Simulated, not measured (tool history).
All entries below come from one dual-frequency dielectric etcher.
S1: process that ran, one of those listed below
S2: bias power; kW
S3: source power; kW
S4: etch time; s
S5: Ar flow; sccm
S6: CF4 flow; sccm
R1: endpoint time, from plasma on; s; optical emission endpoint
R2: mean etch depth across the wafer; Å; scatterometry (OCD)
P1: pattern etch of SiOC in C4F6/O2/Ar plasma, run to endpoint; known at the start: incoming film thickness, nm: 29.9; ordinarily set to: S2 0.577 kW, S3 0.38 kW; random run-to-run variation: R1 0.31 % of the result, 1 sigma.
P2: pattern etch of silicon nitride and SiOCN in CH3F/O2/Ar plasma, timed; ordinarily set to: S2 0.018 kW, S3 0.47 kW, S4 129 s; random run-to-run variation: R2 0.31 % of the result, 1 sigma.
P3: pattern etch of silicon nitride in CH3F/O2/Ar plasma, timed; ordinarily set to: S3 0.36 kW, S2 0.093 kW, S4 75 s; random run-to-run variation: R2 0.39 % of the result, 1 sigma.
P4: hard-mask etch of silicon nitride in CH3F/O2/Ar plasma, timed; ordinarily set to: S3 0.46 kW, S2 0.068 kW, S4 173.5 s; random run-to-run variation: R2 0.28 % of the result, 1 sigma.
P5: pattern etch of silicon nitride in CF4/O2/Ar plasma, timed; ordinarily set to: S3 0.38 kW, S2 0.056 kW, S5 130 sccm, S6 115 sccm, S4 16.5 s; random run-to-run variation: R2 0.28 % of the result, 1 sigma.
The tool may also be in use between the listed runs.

run	hour	S1	S2	S3	S4	S5	S6	R1	R2
1	7.4	P1	0.577	0.38				9.9208	
2	21.2	P3	0.093	0.36	75				562.61
3	28.6	P1	0.577	0.38				9.8882	
4	40.2	P5	0.056	0.38	25	130	115		381.09
5	50.9	P1	0.741	0.38				8.9757	
6	63.8	P5	0.056	0.38	16.5	130	115		250.69
7	79	P3	0.066	0.36	75				500.46
8	88.3	P1	0.791	0.52				7.843	
9	95.5	P1	0.577	0.22				12.069	
10	111.1	P4	0.094	0.46	173.5				1401
11	125.6	P4	0.068	0.46	173.5				1257.5
12	139.9	P4	0.068	0.46	112				806.69
13	148.5	P3	0.093	0.25	75				488.89
14	161.3	P1	0.577	0.38				9.906	
15	172.7	P1	0.577	0.38				9.9017	
16	181.9	P2	0.018	0.28	129				138.6
17	191.9	P2	0.013	0.47	129				146.87
18	202.8	P5	0.056	0.54	16.5	130	115		339.06
19	216.4	P4	0.068	0.63	173.5				1412
20	223.9	P5	0.056	0.38	16.5	130	115		250.26
21	232.2	P3	0.093	0.36	75				560.55
22	241	P5	0.056	0.38	16.5	130	147		258.34
23	247.9	P2	0.018	0.47	129				167.04
24	262.5	P1	0.577	0.38				9.8775	
25	277.6	P5	0.074	0.38	16.5	130	115		281.1
26	290.6	P1	0.577	0.53				8.7204	
27	306.5	P5	0.056	0.38	16.5	83	115		263.98
28	317.3	P1	0.369	0.38				11.63	
29	325.8	P2	0.018	0.47	184.5				237.24
30	334.4	P3	0.093	0.36	41				309.38
31	349.5	P1	0.577	0.38				9.9123	
32	357.7	P1	0.577	0.38				9.9626	
33	371.7	P1	0.577	0.38				10	
34	387.1	P1	0.577	0.38				10.106	
# hour 389.7: wet clean of the chamber
35	402.2	P1	0.577	0.38				10.021	
36	417.6	P1	0.577	0.38				10.085	
37	431.3	P1	0.577	0.38				10.099	

The log shows P1 creeping away from where it was. Any of the 2 causes listed here, at the size stated for it, fits the log just as well as the others:
A: bias power that arrives under what is set, % = 4.19
B: source power that arrives under what is set, % = 4.36
Creep in the process output first set in at about hour 349.5.
Every other cause this tool's parts could produce, and why it does not fit the log:
chamber walls in a state that lowers the etch rate, %: was serviced at hour 389.7, once the creep was under way, yet the earlier output never came back

Consider the 4 single-wafer check runs listed below, results given as question marks: which one distinguishes between the causes by giving clearly different results for each?
check 1	445	P2	0.018	0.36	129				?
check 2	445	P4	0.086	0.46	173.5				?
check 3	445	P3	0.093	0.28	43.5				?
check 4	445	P5	0.073	0.38	23.5	130	115		?

Outcome of each check run for each possible cause:
check	result	if A	if B
check 1	R2	148.73	149.12
check 2	R2	1340.3	1338
check 3	R2	292.06	291.84
check 4	R2	391.24	383.21
Per check, the gap between the least separated pair of causes, taken in the result that splits them most: check 1 0.26 %; check 2 0.17 %; check 3 0.07 %; check 4 2.07 %
The causes can be told apart only by check 4. The other checks would give nearly the same results under each of them.

Check 4 was carried out, with these results: R2 391.22 Å. Which of the listed causes is responsible?

A is the cause: bias power that arrives under what is set, %.
